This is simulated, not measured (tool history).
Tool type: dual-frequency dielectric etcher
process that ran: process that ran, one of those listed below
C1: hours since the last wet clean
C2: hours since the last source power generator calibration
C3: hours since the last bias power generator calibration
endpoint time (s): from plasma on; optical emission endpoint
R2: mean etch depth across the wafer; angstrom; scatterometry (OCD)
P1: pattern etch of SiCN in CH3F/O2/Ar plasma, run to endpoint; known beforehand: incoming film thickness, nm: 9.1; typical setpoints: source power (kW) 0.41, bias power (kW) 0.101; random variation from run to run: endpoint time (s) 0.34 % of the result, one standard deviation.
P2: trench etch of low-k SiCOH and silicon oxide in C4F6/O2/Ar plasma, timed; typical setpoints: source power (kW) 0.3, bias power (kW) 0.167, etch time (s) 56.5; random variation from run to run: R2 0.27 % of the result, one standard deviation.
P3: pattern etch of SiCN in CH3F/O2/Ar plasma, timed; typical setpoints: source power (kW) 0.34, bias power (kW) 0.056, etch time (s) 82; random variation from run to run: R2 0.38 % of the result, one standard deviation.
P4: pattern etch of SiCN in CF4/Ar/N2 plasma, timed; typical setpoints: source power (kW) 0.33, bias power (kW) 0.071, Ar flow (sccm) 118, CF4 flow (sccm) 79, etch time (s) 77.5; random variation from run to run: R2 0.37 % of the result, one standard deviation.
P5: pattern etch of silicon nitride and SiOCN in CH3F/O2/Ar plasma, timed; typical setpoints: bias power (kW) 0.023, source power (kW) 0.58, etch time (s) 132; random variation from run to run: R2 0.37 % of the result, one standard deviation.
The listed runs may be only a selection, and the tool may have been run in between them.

{"run": 1, "day": 0.388, "process that ran": "P1", "source power (kW)": 0.41, "bias power (kW)": 0.101, "C1": 421.5, "C2": 344.2, "C3": 1596.6, "endpoint time (s)": 20.7}
{"run": 2, "day": 0.996, "process that ran": "P2", "source power (kW)": 0.3, "bias power (kW)": 0.167, "etch time (s)": 56.5, "C1": 436.1, "C2": 358.8, "C3": 1611.2, "R2": 1598.3}
{"run": 3, "day": 1.646, "process that ran": "P2", "source power (kW)": 0.3, "bias power (kW)": 0.167, "etch time (s)": 56.5, "C1": 451.7, "C2": 374.4, "C3": 1626.8, "R2": 1597.7}
{"run": 4, "day": 2.121, "process that ran": "P1", "source power (kW)": 0.49, "bias power (kW)": 0.076, "C1": 463.1, "C2": 385.8, "C3": 1638.2, "endpoint time (s)": 21.419}
{"run": 5, "day": 2.654, "process that ran": "P1", "source power (kW)": 0.33, "bias power (kW)": 0.101, "C1": 475.9, "C2": 398.6, "C3": 1651, "endpoint time (s)": 22.52}
{"run": 6, "day": 2.996, "process that ran": "P1", "source power (kW)": 0.53, "bias power (kW)": 0.101, "C1": 484.1, "C2": 406.8, "C3": 1659.2, "endpoint time (s)": 18.782}
{"run": 7, "day": 3.6, "process that ran": "P3", "source power (kW)": 0.34, "bias power (kW)": 0.075, "etch time (s)": 82, "C1": 498.6, "C2": 421.3, "C3": 1673.7, "R2": 301.15}
{"run": 8, "day": 4.125, "process that ran": "P2", "source power (kW)": 0.3, "bias power (kW)": 0.116, "etch time (s)": 56.5, "C1": 511.2, "C2": 433.9, "C3": 1686.3, "R2": 1423.2}
{"run": 9, "day": 4.762, "process that ran": "P2", "source power (kW)": 0.3, "bias power (kW)": 0.167, "etch time (s)": 69.5, "C1": 526.5, "C2": 449.2, "C3": 1701.6, "R2": 1952.3}
{"run": 10, "day": 5.208, "process that ran": "P5", "source power (kW)": 0.58, "bias power (kW)": 0.023, "etch time (s)": 132, "C1": 537.2, "C2": 459.9, "C3": 1712.3, "R2": 202.86}
{"run": 11, "day": 5.733, "process that ran": "P4", "source power (kW)": 0.22, "bias power (kW)": 0.071, "etch time (s)": 77.5, "Ar flow (sccm)": 118, "CF4 flow (sccm)": 79, "C1": 549.8, "C2": 472.5, "C3": 1724.9, "R2": 347.39}
{"run": 12, "day": 6.296, "process that ran": "P5", "source power (kW)": 0.58, "bias power (kW)": 0.029, "etch time (s)": 132, "C1": 563.3, "C2": 486, "C3": 1738.4, "R2": 223.32}
{"day": 6.333, "done": "bias power generator calibrated"}
{"run": 13, "day": 6.867, "process that ran": "P1", "source power (kW)": 0.41, "bias power (kW)": 0.122, "C1": 577, "C2": 499.7, "C3": 12.9, "endpoint time (s)": 19.232}
{"run": 14, "day": 7.533, "process that ran": "P3", "source power (kW)": 0.46, "bias power (kW)": 0.056, "etch time (s)": 82, "C1": 593, "C2": 515.7, "C3": 28.9, "R2": 303.25}
{"run": 15, "day": 8.033, "process that ran": "P1", "source power (kW)": 0.41, "bias power (kW)": 0.101, "C1": 605, "C2": 527.7, "C3": 40.9, "endpoint time (s)": 20.706}
{"run": 16, "day": 8.725, "process that ran": "P1", "source power (kW)": 0.41, "bias power (kW)": 0.101, "C1": 621.6, "C2": 544.3, "C3": 57.5, "endpoint time (s)": 20.853}
{"run": 17, "day": 9.15, "process that ran": "P4", "source power (kW)": 0.33, "bias power (kW)": 0.071, "etch time (s)": 77.5, "Ar flow (sccm)": 157, "CF4 flow (sccm)": 79, "C1": 631.8, "C2": 554.5, "C3": 67.7, "R2": 471.2}
{"run": 18, "day": 9.825, "process that ran": "P4", "source power (kW)": 0.33, "bias power (kW)": 0.071, "etch time (s)": 77.5, "Ar flow (sccm)": 118, "CF4 flow (sccm)": 49, "C1": 648, "C2": 570.7, "C3": 83.9, "R2": 457.72}
{"run": 19, "day": 10.233, "process that ran": "P5", "source power (kW)": 0.77, "bias power (kW)": 0.023, "etch time (s)": 132, "C1": 657.8, "C2": 580.5, "C3": 93.7, "R2": 223.66}
{"run": 20, "day": 10.642, "process that ran": "P3", "source power (kW)": 0.34, "bias power (kW)": 0.056, "etch time (s)": 82, "C1": 667.6, "C2": 590.3, "C3": 103.5, "R2": 269.37}
{"run": 21, "day": 11.033, "process that ran": "P2", "source power (kW)": 0.4, "bias power (kW)": 0.167, "etch time (s)": 56.5, "C1": 677, "C2": 599.7, "C3": 112.9, "R2": 1789.3}
{"run": 22, "day": 11.362, "process that ran": "P5", "source power (kW)": 0.58, "bias power (kW)": 0.023, "etch time (s)": 132, "C1": 684.9, "C2": 607.6, "C3": 120.8, "R2": 202.68}
{"run": 23, "day": 11.721, "process that ran": "P1", "source power (kW)": 0.41, "bias power (kW)": 0.063, "C1": 693.5, "C2": 616.2, "C3": 129.4, "endpoint time (s)": 24.606}
{"run": 24, "day": 12.138, "process that ran": "P1", "source power (kW)": 0.41, "bias power (kW)": 0.101, "C1": 703.5, "C2": 626.2, "C3": 139.4, "endpoint time (s)": 20.768}
{"run": 25, "day": 12.462, "process that ran": "P4", "source power (kW)": 0.33, "bias power (kW)": 0.071, "etch time (s)": 77.5, "Ar flow (sccm)": 118, "CF4 flow (sccm)": 79, "C1": 711.3, "C2": 634, "C3": 147.2, "R2": 494.89}
{"run": 26, "day": 12.812, "process that ran": "P3", "source power (kW)": 0.34, "bias power (kW)": 0.056, "etch time (s)": 45.5, "C1": 719.7, "C2": 642.4, "C3": 155.6, "R2": 149.68}
{"run": 27, "day": 13.4, "process that ran": "P4", "source power (kW)": 0.33, "bias power (kW)": 0.042, "etch time (s)": 77.5, "Ar flow (sccm)": 118, "CF4 flow (sccm)": 79, "C1": 733.8, "C2": 656.5, "C3": 169.7, "R2": 412.69}
{"run": 28, "day": 13.854, "process that ran": "P5", "source power (kW)": 0.58, "bias power (kW)": 0.023, "etch time (s)": 72.5, "C1": 744.7, "C2": 667.4, "C3": 180.6, "R2": 111.49}
{"run": 29, "day": 14.292, "process that ran": "P4", "source power (kW)": 0.33, "bias power (kW)": 0.071, "etch time (s)": 101, "Ar flow (sccm)": 118, "CF4 flow (sccm)": 79, "C1": 755.2, "C2": 677.9, "C3": 191.1, "R2": 645.21}
{"run": 30, "day": 14.729, "process that ran": "P1", "source power (kW)": 0.41, "bias power (kW)": 0.101, "C1": 765.7, "C2": 688.4, "C3": 201.6, "endpoint time (s)": 20.692}
{"run": 31, "day": 15.275, "process that ran": "P1", "source power (kW)": 0.41, "bias power (kW)": 0.101, "C1": 778.8, "C2": 701.5, "C3": 214.7, "endpoint time (s)": 21.022}
{"run": 32, "day": 15.821, "process that ran": "P1", "source power (kW)": 0.41, "bias power (kW)": 0.101, "C1": 791.9, "C2": 714.6, "C3": 227.8, "endpoint time (s)": 20.934}
{"run": 33, "day": 16.154, "process that ran": "P1", "source power (kW)": 0.41, "bias power (kW)": 0.101, "C1": 799.9, "C2": 722.6, "C3": 235.8, "endpoint time (s)": 20.801}
{"run": 34, "day": 16.829, "process that ran": "P1", "source power (kW)": 0.41, "bias power (kW)": 0.101, "C1": 816.1, "C2": 738.8, "C3": 252, "endpoint time (s)": 20.96}
{"run": 35, "day": 17.546, "process that ran": "P1", "source power (kW)": 0.41, "bias power (kW)": 0.101, "C1": 833.3, "C2": 756, "C3": 269.2, "endpoint time (s)": 21.059}
{"run": 36, "day": 18.067, "process that ran": "P1", "source power (kW)": 0.41, "bias power (kW)": 0.101, "C1": 845.8, "C2": 768.5, "C3": 281.7, "endpoint time (s)": 20.999}
{"day": 18.45, "done": "wet clean of the chamber"}
{"run": 37, "day": 18.629, "process that ran": "P1", "source power (kW)": 0.41, "bias power (kW)": 0.101, "C1": 4.4, "C2": 782, "C3": 295.2, "endpoint time (s)": 21.054}
{"run": 38, "day": 19.083, "process that ran": "P1", "source power (kW)": 0.41, "bias power (kW)": 0.101, "C1": 15.3, "C2": 792.9, "C3": 306.1, "endpoint time (s)": 21.133}
{"run": 39, "day": 19.704, "process that ran": "P1", "source power (kW)": 0.41, "bias power (kW)": 0.101, "C1": 30.2, "C2": 807.8, "C3": 321, "endpoint time (s)": 21.137}
{"run": 40, "day": 20.112, "process that ran": "P1", "source power (kW)": 0.41, "bias power (kW)": 0.101, "C1": 40, "C2": 817.6, "C3": 330.8, "endpoint time (s)": 21.162}
{"run": 41, "day": 20.525, "process that ran": "P1", "source power (kW)": 0.41, "bias power (kW)": 0.101, "C1": 49.9, "C2": 827.5, "C3": 340.7, "endpoint time (s)": 21.021}

What P1 gives has crept away from where it was. These 2 causes fit the log equally well, each at the size given:
A: bias power that arrives under what is set, % = 4.48
B: source power that arrives under what is set, % = 4.57
Creep in the process output first set in at about day 14.729.
All other causes, with the reason each is excluded:
chamber walls in a state that lowers the etch rate, %: serviced at day 18.45, after the drift had started, without restoring the earlier output

Which of the 4 check runs listed below, each an average over 2 wafers with its results shown as question marks, gives clearly different results under the different listed causes?
{"run": "check 1", "day": 20.938, "process that ran": "P5", "source power (kW)": 0.76, "bias power (kW)": 0.023, "etch time (s)": 102, "R2": "?"}
{"run": "check 2", "day": 20.938, "process that ran": "P3", "source power (kW)": 0.45, "bias power (kW)": 0.075, "etch time (s)": 82, "R2": "?"}
{"run": "check 3", "day": 20.938, "process that ran": "P2", "source power (kW)": 0.37, "bias power (kW)": 0.141, "etch time (s)": 56.5, "R2": "?"}
{"run": "check 4", "day": 20.938, "process that ran": "P4", "source power (kW)": 0.33, "bias power (kW)": 0.044, "etch time (s)": 77.5, "Ar flow (sccm)": 118, "CF4 flow (sccm)": 54, "R2": "?"}

Check results expected under each cause:
check=check_1 result=R2 if_A=168.77 if_B=169.28
check=check_2 result=R2 if_A=327.29 if_B=326.81
check=check_3 result=R2 if_A=1621.2 if_B=1613.5
check=check_4 result=R2 if_A=386.08 if_B=376.36
Distance between the nearest two causes, measured in the result of the check that separates them most: check 1 0.3 %; check 2 0.15 %; check 3 0.48 %; check 4 2.55 %
The other checks would show nearly matching results whichever cause is true, so check 4 is the only one that separates the causes.

Check 4 was then run and gave: R2 375.82 angstrom. Which cause is it?

The correct cause is B, namely: source power that arrives under what is set, %.
